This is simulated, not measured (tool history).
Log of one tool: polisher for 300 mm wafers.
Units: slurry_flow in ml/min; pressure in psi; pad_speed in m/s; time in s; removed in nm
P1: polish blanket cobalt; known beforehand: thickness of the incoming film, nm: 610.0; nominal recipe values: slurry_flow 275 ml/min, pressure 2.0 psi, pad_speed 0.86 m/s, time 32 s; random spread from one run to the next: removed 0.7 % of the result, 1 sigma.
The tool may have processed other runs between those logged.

| run | day | slurry_flow | pressure | pad_speed | time | wafers polished on this pad | hours since the slurry nozzle was cleaned | hours since the head pressure was calibrated | removed |
|---|---|---|---|---|---|---|---|---|---|
| 1 | 0.238 | 275 | 2.0 | 0.86 | 32 | 479 | 255.9 | 369.9 | 153.440 |
| 2 | 0.496 | 275 | 2.0 | 0.86 | 47 | 563 | 262.1 | 376.1 | 227.270 |
| 3 | 0.729 | 275 | 2.0 | 1.34 | 32 | 639 | 267.7 | 381.7 | 242.080 |
| 4 | 1.000 | 275 | 2.0 | 0.86 | 15 | 726 | 274.2 | 388.2 | 72.419 |
| 5 | 1.254 | 275 | 2.0 | 0.86 | 32 | 809 | 280.3 | 394.3 | 155.100 |
| 6 | 1.483 | 275 | 3.1 | 0.86 | 32 | 883 | 285.8 | 399.8 | 237.370 |
| 7 | 1.638 | 275 | 0.9 | 0.86 | 32 | 933 | 289.5 | 403.5 | 69.772 |
| 8 | 1.958 | 165 | 2.0 | 0.86 | 32 | 1037 | 297.2 | 411.2 | 145.410 |
| 9 | 2.292 | 275 | 2.7 | 1.16 | 32 | 1144 | 305.2 | 419.2 | 280.800 |
| 10 | 2.562 | 275 | 2.0 | 0.86 | 32 | 1232 | 311.7 | 425.7 | 154.050 |
| 11 | 2.817 | 380 | 2.0 | 0.86 | 32 | 1314 | 317.8 | 431.8 | 159.530 |
| 12 | 3.146 | 275 | 2.0 | 0.50 | 32 | 1421 | 325.7 | 439.7 | 90.778 |
| 13 | 3.304 | 275 | 2.0 | 0.86 | 32 | 1472 | 329.5 | 443.5 | 154.300 |

Run 14 has not been measured yet. What should we expect?
| 14 | 3.538 | 275 | 2.0 | 0.86 | 32 | 1548 | 335.1 | 449.1 | ? |

removed: 154.880 nm

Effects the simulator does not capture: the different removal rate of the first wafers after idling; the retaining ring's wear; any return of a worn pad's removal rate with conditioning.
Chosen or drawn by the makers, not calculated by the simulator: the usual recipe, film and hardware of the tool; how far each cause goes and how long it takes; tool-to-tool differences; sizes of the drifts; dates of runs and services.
